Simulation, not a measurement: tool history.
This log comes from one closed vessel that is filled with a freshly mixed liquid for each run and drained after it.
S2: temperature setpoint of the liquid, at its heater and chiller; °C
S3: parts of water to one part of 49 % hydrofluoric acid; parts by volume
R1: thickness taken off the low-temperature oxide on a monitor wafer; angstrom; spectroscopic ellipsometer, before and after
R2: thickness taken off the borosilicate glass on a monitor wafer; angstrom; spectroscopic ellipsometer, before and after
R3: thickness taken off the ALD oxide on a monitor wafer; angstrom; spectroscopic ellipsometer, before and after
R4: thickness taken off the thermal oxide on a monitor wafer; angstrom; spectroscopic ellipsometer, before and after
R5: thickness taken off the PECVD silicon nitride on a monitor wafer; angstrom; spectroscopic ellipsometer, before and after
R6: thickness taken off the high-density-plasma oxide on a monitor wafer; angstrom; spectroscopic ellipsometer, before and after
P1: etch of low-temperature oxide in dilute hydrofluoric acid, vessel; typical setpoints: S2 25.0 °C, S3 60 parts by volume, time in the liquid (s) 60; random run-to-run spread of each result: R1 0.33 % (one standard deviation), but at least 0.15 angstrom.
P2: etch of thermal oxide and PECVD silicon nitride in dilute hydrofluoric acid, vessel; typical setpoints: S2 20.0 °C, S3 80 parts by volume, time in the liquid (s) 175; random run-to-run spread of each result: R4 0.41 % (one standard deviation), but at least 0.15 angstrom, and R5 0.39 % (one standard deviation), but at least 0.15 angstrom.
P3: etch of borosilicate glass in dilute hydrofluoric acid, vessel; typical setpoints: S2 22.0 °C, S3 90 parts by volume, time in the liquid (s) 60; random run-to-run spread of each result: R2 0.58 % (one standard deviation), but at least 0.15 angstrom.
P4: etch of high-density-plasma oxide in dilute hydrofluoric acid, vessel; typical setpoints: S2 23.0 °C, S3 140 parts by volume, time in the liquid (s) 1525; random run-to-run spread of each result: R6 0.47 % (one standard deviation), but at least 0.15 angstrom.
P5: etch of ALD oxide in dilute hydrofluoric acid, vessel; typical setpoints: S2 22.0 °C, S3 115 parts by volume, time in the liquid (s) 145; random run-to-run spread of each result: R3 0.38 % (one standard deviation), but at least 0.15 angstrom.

Run 1, hour 10.9: process that ran P1, S2 25.0 °C, S3 60 parts by volume, time in the liquid (s) 60. Result: R1 222.150 angstrom.
Run 2, hour 17.1: process that ran P3, S2 22.0 °C, S3 125 parts by volume, time in the liquid (s) 60. Result: R2 120.55 angstrom.
Run 3, hour 27.2: process that ran P3, S2 22.0 °C, S3 90 parts by volume, time in the liquid (s) 100. Result: R2 295.97 angstrom.
Run 4, hour 35.8: process that ran P1, S2 25.0 °C, S3 60 parts by volume, time in the liquid (s) 60. Result: R1 221.520 angstrom.
Run 5, hour 48.2: process that ran P1, S2 25.0 °C, S3 60 parts by volume, time in the liquid (s) 30. Result: R1 110.920 angstrom.
Run 6, hour 57.7: process that ran P5, S2 22.0 °C, S3 160 parts by volume, time in the liquid (s) 145. Result: R3 102.150 angstrom.
Run 7, hour 63.6: process that ran P1, S2 25.0 °C, S3 20 parts by volume, time in the liquid (s) 60. Result: R1 697.740 angstrom.
Run 8, hour 72.7: process that ran P5, S2 22.0 °C, S3 115 parts by volume, time in the liquid (s) 70. Result: R3 72.257 angstrom.
Run 9, hour 83.6: process that ran P2, S2 20.0 °C, S3 80 parts by volume, time in the liquid (s) 175. Result: R4 84.122 angstrom, R5 55.042 angstrom.
Run 10, hour 94.1: process that ran P1, S2 25.0 °C, S3 60 parts by volume, time in the liquid (s) 60. Result: R1 222.040 angstrom.
Run 11, hour 102.5: process that ran P4, S2 23.0 °C, S3 140 parts by volume, time in the liquid (s) 2635. Result: R6 916.57 angstrom.
Run 12, hour 108.9: process that ran P1, S2 18.5 °C, S3 100 parts by volume, time in the liquid (s) 60. Result: R1 97.528 angstrom.
Run 13, hour 115.8: process that ran P5, S2 22.0 °C, S3 115 parts by volume, time in the liquid (s) 145. Result: R3 149.760 angstrom.
Run 14, hour 128.1: process that ran P3, S2 22.0 °C, S3 90 parts by volume, time in the liquid (s) 60. Result: R2 175.58 angstrom.
Run 15, hour 139.1: process that ran P4, S2 23.0 °C, S3 55 parts by volume, time in the liquid (s) 1525. Result: R6 1477.20 angstrom.
Run 16, hour 147.6: process that ran P1, S2 25.0 °C, S3 60 parts by volume, time in the liquid (s) 95. Result: R1 350.990 angstrom.
Run 17, hour 153.8: process that ran P3, S2 27.0 °C, S3 90 parts by volume, time in the liquid (s) 60. Result: R2 212.80 angstrom.
Run 18, hour 163.3: process that ran P3, S2 22.0 °C, S3 90 parts by volume, time in the liquid (s) 60. Result: R2 176.72 angstrom.
Run 19, hour 174.5: process that ran P2, S2 17.0 °C, S3 80 parts by volume, time in the liquid (s) 175. Result: R4 74.516 angstrom, R5 44.684 angstrom.
Run 20, hour 185.5: process that ran P4, S2 18.0 °C, S3 140 parts by volume, time in the liquid (s) 1525. Result: R6 431.44 angstrom.
Run 21, hour 191.8: process that ran P2, S2 20.0 °C, S3 45 parts by volume, time in the liquid (s) 175. Result: R4 154.860 angstrom, R5 96.187 angstrom.
Run 22, hour 197.7: process that ran P2, S2 20.0 °C, S3 80 parts by volume, time in the liquid (s) 50. Result: R4 24.294 angstrom, R5 15.569 angstrom.
Run 23, hour 207.5: process that ran P1, S2 17.5 °C, S3 60 parts by volume, time in the liquid (s) 60. Result: R1 162.270 angstrom.
Run 24, hour 218.1: process that ran P1, S2 25.0 °C, S3 110 parts by volume, time in the liquid (s) 60. Result: R1 113.850 angstrom.
Run 25, hour 227.1: process that ran P1, S2 25.0 °C, S3 60 parts by volume, time in the liquid (s) 60. Result: R1 223.100 angstrom.
Run 26, hour 237.8: process that ran P4, S2 23.0 °C, S3 140 parts by volume, time in the liquid (s) 1525. Result: R6 525.35 angstrom.
Run 27, hour 243.2: process that ran P1, S2 32.0 °C, S3 60 parts by volume, time in the liquid (s) 60. Result: R1 292.280 angstrom.
Run 28, hour 251.1: process that ran P5, S2 17.5 °C, S3 115 parts by volume, time in the liquid (s) 145. Result: R3 123.790 angstrom.
Run 29, hour 261.4: process that ran P2, S2 20.0 °C, S3 80 parts by volume, time in the liquid (s) 175. Result: R4 84.081 angstrom, R5 55.001 angstrom.
Run 30, hour 270.9: process that ran P1, S2 25.0 °C, S3 20 parts by volume, time in the liquid (s) 30. Result: R1 353.020 angstrom.
Run 31, hour 280.8: process that ran P1, S2 25.0 °C, S3 60 parts by volume, time in the liquid (s) 60. Result: R1 222.710 angstrom.
Run 32, hour 291.6: process that ran P1, S2 25.0 °C, S3 60 parts by volume, time in the liquid (s) 60. Result: R1 222.590 angstrom.
Run 33, hour 303.7: process that ran P1, S2 25.0 °C, S3 60 parts by volume, time in the liquid (s) 60. Result: R1 232.420 angstrom.
Run 34, hour 309.9: process that ran P1, S2 25.0 °C, S3 60 parts by volume, time in the liquid (s) 60. Result: R1 233.960 angstrom.
Run 35, hour 316.8: process that ran P1, S2 25.0 °C, S3 60 parts by volume, time in the liquid (s) 60. Result: R1 235.850 angstrom.
Run 36, hour 323.4: process that ran P1, S2 25.0 °C, S3 60 parts by volume, time in the liquid (s) 60. Result: R1 238.320 angstrom.
Run 37, hour 328.9: process that ran P1, S2 25.0 °C, S3 60 parts by volume, time in the liquid (s) 60. Result: R1 238.340 angstrom.
Run 38, hour 336.9: process that ran P1, S2 25.0 °C, S3 60 parts by volume, time in the liquid (s) 60. Result: R1 238.530 angstrom.
Run 39, hour 345.5: process that ran P1, S2 25.0 °C, S3 60 parts by volume, time in the liquid (s) 60. Result: R1 238.670 angstrom.

The output of P1 has drifted from where it used to be. Each of the 2 causes below, taken at the size shown beside it, accounts for the log equally well:
A: hydrofluoric acid flow above the setpoint (%) = 6.9
B: liquid hotter than its thermometer reads (K) = 1.8
The drift started at roughly hour 291.6.

Which of the 4 check runs listed below separates the causes, so that each cause would produce a clearly different result? Each run uses one wafer, and its results are marked with question marks.
Run check 1, hour 354.1: process that ran P4, S2 23.0 °C, S3 140 parts by volume, time in the liquid (s) 1525. Result: R6 ?.
Run check 2, hour 354.1: process that ran P2, S2 20.0 °C, S3 80 parts by volume, time in the liquid (s) 175. Result: R4 ?, R5 ?.
Run check 3, hour 354.1: process that ran P3, S2 22.0 °C, S3 90 parts by volume, time in the liquid (s) 60. Result: R2 ?.
Run check 4, hour 354.1: process that ran P5, S2 22.0 °C, S3 115 parts by volume, time in the liquid (s) 145. Result: R3 ?.

Predicted outcomes, by check and by cause:
  check  result     if A     if B
check 1      R6   568.28   563.93
check 2      R4   90.627   90.780
check 2      R5   58.669   62.147
check 3      R2   189.92   189.70
check 4      R3  161.750  161.110
Distance between the nearest two causes, measured in the result of the check that separates them most: check 1 0.77 %; check 2 5.76 %; check 3 0.11 %; check 4 0.4 %
Only check 2 tells the causes apart: in the others they would give nearly the same result.

Then check 2 was run and gave: R4 90.609 angstrom; R5 62.207 angstrom. Which cause is it?

B is the cause: liquid hotter than its thermometer reads (K).
